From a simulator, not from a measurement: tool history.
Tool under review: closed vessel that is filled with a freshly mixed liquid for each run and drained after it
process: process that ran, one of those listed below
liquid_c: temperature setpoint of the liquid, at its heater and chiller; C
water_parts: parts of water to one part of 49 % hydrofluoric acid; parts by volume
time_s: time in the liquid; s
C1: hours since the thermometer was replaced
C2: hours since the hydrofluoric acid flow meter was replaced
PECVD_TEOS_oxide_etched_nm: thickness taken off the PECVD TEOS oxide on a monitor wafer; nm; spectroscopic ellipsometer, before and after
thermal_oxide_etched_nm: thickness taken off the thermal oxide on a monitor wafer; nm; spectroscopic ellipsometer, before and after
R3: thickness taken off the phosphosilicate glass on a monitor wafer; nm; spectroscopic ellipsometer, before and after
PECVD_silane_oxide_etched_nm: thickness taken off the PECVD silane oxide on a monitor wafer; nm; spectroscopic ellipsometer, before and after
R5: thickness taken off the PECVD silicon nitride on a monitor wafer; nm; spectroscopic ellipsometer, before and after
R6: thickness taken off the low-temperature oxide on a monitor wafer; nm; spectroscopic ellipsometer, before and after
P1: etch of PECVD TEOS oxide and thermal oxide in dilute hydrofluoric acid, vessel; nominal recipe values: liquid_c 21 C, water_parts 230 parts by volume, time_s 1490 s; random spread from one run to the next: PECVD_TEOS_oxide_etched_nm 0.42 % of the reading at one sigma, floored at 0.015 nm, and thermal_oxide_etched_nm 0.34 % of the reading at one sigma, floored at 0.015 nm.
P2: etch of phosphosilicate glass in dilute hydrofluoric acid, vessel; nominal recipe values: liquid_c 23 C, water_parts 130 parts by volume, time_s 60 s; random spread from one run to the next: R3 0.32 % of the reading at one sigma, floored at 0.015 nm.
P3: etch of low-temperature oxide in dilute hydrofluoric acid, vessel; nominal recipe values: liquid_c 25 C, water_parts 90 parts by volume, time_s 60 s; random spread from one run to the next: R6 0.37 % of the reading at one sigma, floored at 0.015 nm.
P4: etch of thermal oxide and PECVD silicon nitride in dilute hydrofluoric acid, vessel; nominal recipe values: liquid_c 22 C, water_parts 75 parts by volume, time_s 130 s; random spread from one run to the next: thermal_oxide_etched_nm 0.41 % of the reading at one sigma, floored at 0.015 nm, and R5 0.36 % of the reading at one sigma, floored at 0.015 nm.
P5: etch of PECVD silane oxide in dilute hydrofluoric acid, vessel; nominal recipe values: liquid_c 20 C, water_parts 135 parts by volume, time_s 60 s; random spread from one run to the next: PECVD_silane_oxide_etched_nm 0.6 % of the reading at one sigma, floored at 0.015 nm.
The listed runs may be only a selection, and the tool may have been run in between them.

{"run": 1, "hour": 6.3, "process": "P1", "liquid_c": 21, "water_parts": 230, "time_s": 1490, "C1": 70.9, "C2": 388.8, "PECVD_TEOS_oxide_etched_nm": 50.444, "thermal_oxide_etched_nm": 23.45}
{"run": 2, "hour": 14.5, "process": "P1", "liquid_c": 21, "water_parts": 230, "time_s": 2330, "C1": 79.1, "C2": 397, "PECVD_TEOS_oxide_etched_nm": 79.492, "thermal_oxide_etched_nm": 36.851}
{"run": 3, "hour": 23.1, "process": "P2", "liquid_c": 30, "water_parts": 130, "time_s": 60, "C1": 87.7, "C2": 405.6, "R3": 77.33}
{"run": 4, "hour": 30.3, "process": "P5", "liquid_c": 20, "water_parts": 135, "time_s": 60, "C1": 94.9, "C2": 412.8, "PECVD_silane_oxide_etched_nm": 5.5404}
{"run": 5, "hour": 36.1, "process": "P1", "liquid_c": 17, "water_parts": 230, "time_s": 185, "C1": 100.7, "C2": 418.6, "PECVD_TEOS_oxide_etched_nm": 5.3786, "thermal_oxide_etched_nm": 2.491}
{"run": 6, "hour": 41.2, "process": "P4", "liquid_c": 22, "water_parts": 75, "time_s": 130, "C1": 105.8, "C2": 423.7, "thermal_oxide_etched_nm": 7.8844, "R5": 6.9069}
{"run": 7, "hour": 47.9, "process": "P4", "liquid_c": 22, "water_parts": 75, "time_s": 195, "C1": 112.5, "C2": 430.4, "thermal_oxide_etched_nm": 11.773, "R5": 10.446}
{"run": 8, "hour": 54.2, "process": "P3", "liquid_c": 25, "water_parts": 90, "time_s": 60, "C1": 118.8, "C2": 436.7, "R6": 15.063}
{"run": 9, "hour": 58.9, "process": "P2", "liquid_c": 23, "water_parts": 130, "time_s": 60, "C1": 123.5, "C2": 441.4, "R3": 59.694}
{"run": 10, "hour": 66.1, "process": "P4", "liquid_c": 22, "water_parts": 45, "time_s": 130, "C1": 130.7, "C2": 448.6, "thermal_oxide_etched_nm": 13.666, "R5": 11.366}
{"run": 11, "hour": 70.4, "process": "P1", "liquid_c": 21, "water_parts": 360, "time_s": 1490, "C1": 135, "C2": 452.9, "PECVD_TEOS_oxide_etched_nm": 28.532, "thermal_oxide_etched_nm": 13.343}
{"run": 12, "hour": 78.6, "process": "P1", "liquid_c": 21, "water_parts": 230, "time_s": 1490, "C1": 143.2, "C2": 461.1, "PECVD_TEOS_oxide_etched_nm": 50.528, "thermal_oxide_etched_nm": 23.57}
{"run": 13, "hour": 86.3, "process": "P1", "liquid_c": 21, "water_parts": 410, "time_s": 505, "C1": 150.9, "C2": 468.8, "PECVD_TEOS_oxide_etched_nm": 8.1973, "thermal_oxide_etched_nm": 3.8271}
{"run": 14, "hour": 94.4, "process": "P1", "liquid_c": 21, "water_parts": 230, "time_s": 1490, "C1": 159, "C2": 476.9, "PECVD_TEOS_oxide_etched_nm": 50.504, "thermal_oxide_etched_nm": 23.601}
{"run": 15, "hour": 100.0, "process": "P1", "liquid_c": 17, "water_parts": 230, "time_s": 1490, "C1": 164.6, "C2": 482.5, "PECVD_TEOS_oxide_etched_nm": 43.465, "thermal_oxide_etched_nm": 20.148}
{"run": 16, "hour": 108.3, "process": "P3", "liquid_c": 25, "water_parts": 90, "time_s": 60, "C1": 172.9, "C2": 490.8, "R6": 14.977}
{"run": 17, "hour": 114.0, "process": "P3", "liquid_c": 18, "water_parts": 90, "time_s": 60, "C1": 178.6, "C2": 496.5, "R6": 11.296}
{"run": 18, "hour": 121.2, "process": "P5", "liquid_c": 20, "water_parts": 55, "time_s": 60, "C1": 185.8, "C2": 503.7, "PECVD_silane_oxide_etched_nm": 14.923}
{"run": 19, "hour": 128.4, "process": "P5", "liquid_c": 20, "water_parts": 135, "time_s": 110, "C1": 193, "C2": 510.9, "PECVD_silane_oxide_etched_nm": 10.376}
{"hour": 132.1, "done": "thermometer replaced"}
{"run": 20, "hour": 135.3, "process": "P2", "liquid_c": 23, "water_parts": 130, "time_s": 100, "C1": 3.2, "C2": 517.8, "R3": 99.307}
{"run": 21, "hour": 143.7, "process": "P2", "liquid_c": 23, "water_parts": 130, "time_s": 60, "C1": 11.6, "C2": 526.2, "R3": 59.747}
{"run": 22, "hour": 147.8, "process": "P1", "liquid_c": 21, "water_parts": 230, "time_s": 1490, "C1": 15.7, "C2": 530.3, "PECVD_TEOS_oxide_etched_nm": 50.529, "thermal_oxide_etched_nm": 23.341}
{"run": 23, "hour": 153.7, "process": "P1", "liquid_c": 21, "water_parts": 230, "time_s": 1490, "C1": 21.6, "C2": 536.2, "PECVD_TEOS_oxide_etched_nm": 50.094, "thermal_oxide_etched_nm": 23.344}
{"run": 24, "hour": 160.3, "process": "P1", "liquid_c": 21, "water_parts": 230, "time_s": 490, "C1": 28.2, "C2": 542.8, "PECVD_TEOS_oxide_etched_nm": 16.622, "thermal_oxide_etched_nm": 7.7184}
{"run": 25, "hour": 164.3, "process": "P2", "liquid_c": 23, "water_parts": 190, "time_s": 60, "C1": 32.2, "C2": 546.8, "R3": 38.355}
{"run": 26, "hour": 171.8, "process": "P3", "liquid_c": 25, "water_parts": 55, "time_s": 60, "C1": 39.7, "C2": 554.3, "R6": 25.686}
{"run": 27, "hour": 179.4, "process": "P1", "liquid_c": 29, "water_parts": 230, "time_s": 1490, "C1": 47.3, "C2": 561.9, "PECVD_TEOS_oxide_etched_nm": 67.21, "thermal_oxide_etched_nm": 31.286}
{"run": 28, "hour": 183.2, "process": "P3", "liquid_c": 25, "water_parts": 90, "time_s": 30, "C1": 51.1, "C2": 565.7, "R6": 7.4483}
{"run": 29, "hour": 190.3, "process": "P5", "liquid_c": 24.5, "water_parts": 135, "time_s": 60, "C1": 58.2, "C2": 572.8, "PECVD_silane_oxide_etched_nm": 6.648}
{"run": 30, "hour": 198.2, "process": "P1", "liquid_c": 21, "water_parts": 120, "time_s": 1490, "C1": 66.1, "C2": 580.7, "PECVD_TEOS_oxide_etched_nm": 108.23, "thermal_oxide_etched_nm": 50.184}
{"run": 31, "hour": 203.2, "process": "P4", "liquid_c": 22, "water_parts": 75, "time_s": 130, "C1": 71.1, "C2": 585.7, "thermal_oxide_etched_nm": 7.8074, "R5": 6.9101}
{"run": 32, "hour": 210.0, "process": "P4", "liquid_c": 18, "water_parts": 75, "time_s": 130, "C1": 77.9, "C2": 592.5, "thermal_oxide_etched_nm": 6.6234, "R5": 5.2432}
{"run": 33, "hour": 215.6, "process": "P1", "liquid_c": 21, "water_parts": 230, "time_s": 1490, "C1": 83.5, "C2": 598.1, "PECVD_TEOS_oxide_etched_nm": 50.205, "thermal_oxide_etched_nm": 23.268}
{"run": 34, "hour": 223.5, "process": "P5", "liquid_c": 20, "water_parts": 135, "time_s": 60, "C1": 91.4, "C2": 606, "PECVD_silane_oxide_etched_nm": 5.6017}
{"run": 35, "hour": 227.6, "process": "P1", "liquid_c": 21, "water_parts": 230, "time_s": 1490, "C1": 95.5, "C2": 610.1, "PECVD_TEOS_oxide_etched_nm": 50.162, "thermal_oxide_etched_nm": 23.536}
{"run": 36, "hour": 232.2, "process": "P1", "liquid_c": 21, "water_parts": 230, "time_s": 1490, "C1": 100.1, "C2": 614.7, "PECVD_TEOS_oxide_etched_nm": 51.648, "thermal_oxide_etched_nm": 24.056}
{"run": 37, "hour": 236.8, "process": "P1", "liquid_c": 21, "water_parts": 230, "time_s": 1490, "C1": 104.7, "C2": 619.3, "PECVD_TEOS_oxide_etched_nm": 52.376, "thermal_oxide_etched_nm": 24.373}
{"run": 38, "hour": 245.1, "process": "P1", "liquid_c": 21, "water_parts": 230, "time_s": 1490, "C1": 113, "C2": 627.6, "PECVD_TEOS_oxide_etched_nm": 53.105, "thermal_oxide_etched_nm": 24.743}
{"run": 39, "hour": 253.5, "process": "P1", "liquid_c": 21, "water_parts": 230, "time_s": 1490, "C1": 121.4, "C2": 636, "PECVD_TEOS_oxide_etched_nm": 53.316, "thermal_oxide_etched_nm": 24.847}
{"run": 40, "hour": 258.4, "process": "P1", "liquid_c": 21, "water_parts": 230, "time_s": 1490, "C1": 126.3, "C2": 640.9, "PECVD_TEOS_oxide_etched_nm": 53.968, "thermal_oxide_etched_nm": 24.933}
{"run": 41, "hour": 262.1, "process": "P1", "liquid_c": 21, "water_parts": 230, "time_s": 1490, "C1": 130, "C2": 644.6, "PECVD_TEOS_oxide_etched_nm": 53.532, "thermal_oxide_etched_nm": 24.977}
{"run": 42, "hour": 266.2, "process": "P1", "liquid_c": 21, "water_parts": 230, "time_s": 1490, "C1": 134.1, "C2": 648.7, "PECVD_TEOS_oxide_etched_nm": 53.908, "thermal_oxide_etched_nm": 25.115}
{"run": 43, "hour": 270.2, "process": "P1", "liquid_c": 21, "water_parts": 230, "time_s": 1490, "C1": 138.1, "C2": 652.7, "PECVD_TEOS_oxide_etched_nm": 53.94, "thermal_oxide_etched_nm": 25.03}

The output of P1 has drifted from where it used to be. Each of the 2 causes below, taken at the size shown beside it, accounts for the log equally well:
A: liquid hotter than its thermometer reads (K) = 1.74
B: hydrofluoric acid flow above the setpoint (%) = 5.43
Onset of the creep was near hour 227.6.

Consider the 4 single-wafer check runs listed below, results given as question marks: which one distinguishes between the causes by giving clearly different results for each?
{"run": "check 1", "hour": 274.2, "process": "P4", "liquid_c": 22, "water_parts": 75, "time_s": 130, "thermal_oxide_etched_nm": "?", "R5": "?"}
{"run": "check 2", "hour": 274.2, "process": "P3", "liquid_c": 25, "water_parts": 90, "time_s": 60, "R6": "?"}
{"run": "check 3", "hour": 274.2, "process": "P2", "liquid_c": 23, "water_parts": 130, "time_s": 60, "R3": "?"}
{"run": "check 4", "hour": 274.2, "process": "P5", "liquid_c": 20, "water_parts": 135, "time_s": 60, "PECVD_silane_oxide_etched_nm": "?"}

How each check would come out, cause by cause:
check=check_1 result=thermal_oxide_etched_nm if_A=8.4076 if_B=8.2961
check=check_1 result=R5 if_A=7.7634 if_B=7.2732
check=check_2 result=R6 if_A=16.102 if_B=15.951
check=check_3 result=R3 if_A=63.946 if_B=63.506
check=check_4 result=PECVD_silane_oxide_etched_nm if_A=5.9864 if_B=5.9325
Gap, in per cent, between the two causes that each check separates least, read from the result that separates them most: check 1 6.52 %; check 2 0.94 %; check 3 0.69 %; check 4 0.9 %
The causes can be told apart only by check 1. The other checks would give nearly the same results under each of them.

The results of check 1 are: thermal_oxide_etched_nm 8.4189 nm; R5 7.7185 nm. Based on these, which of the listed causes is it?

It is A: liquid hotter than its thermometer reads (K).
